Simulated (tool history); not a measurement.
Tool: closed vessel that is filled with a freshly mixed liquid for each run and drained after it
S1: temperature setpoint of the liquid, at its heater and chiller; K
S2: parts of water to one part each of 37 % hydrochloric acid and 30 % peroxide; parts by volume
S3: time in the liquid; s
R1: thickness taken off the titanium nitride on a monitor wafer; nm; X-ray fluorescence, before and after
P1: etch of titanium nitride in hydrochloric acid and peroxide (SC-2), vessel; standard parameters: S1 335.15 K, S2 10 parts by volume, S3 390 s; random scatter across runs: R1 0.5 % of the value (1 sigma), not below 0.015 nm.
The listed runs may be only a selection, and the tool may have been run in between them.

run,hour,S1,S2,S3,R1
1,3.9,335.15,10,390,22.463
2,7.6,335.15,10,390,22.187
3,12.8,335.15,10,390,22.235
# hour 13.6: thermometer replaced
4,18.7,345.15,10,390,40.895
5,22.3,335.15,10,30,1.6981
6,27.4,335.15,18,390,13.323
7,31,324.15,10,390,11.003
8,35.9,335.15,4,625,71.246
9,39.7,335.15,10,390,22.316
10,45,335.15,4,390,44.703
11,49,335.15,10,390,22.171
12,54.6,335.15,10,390,22.115
13,60.1,335.15,10,780,44.831
14,64.5,335.15,10,390,22.206
15,67.9,335.15,10,390,21.728

Run 16, settings as shown, results not yet in. Your forecast:
16,70.5,335.15,10,390,?

Run 16 gave R1 21.282 nm.

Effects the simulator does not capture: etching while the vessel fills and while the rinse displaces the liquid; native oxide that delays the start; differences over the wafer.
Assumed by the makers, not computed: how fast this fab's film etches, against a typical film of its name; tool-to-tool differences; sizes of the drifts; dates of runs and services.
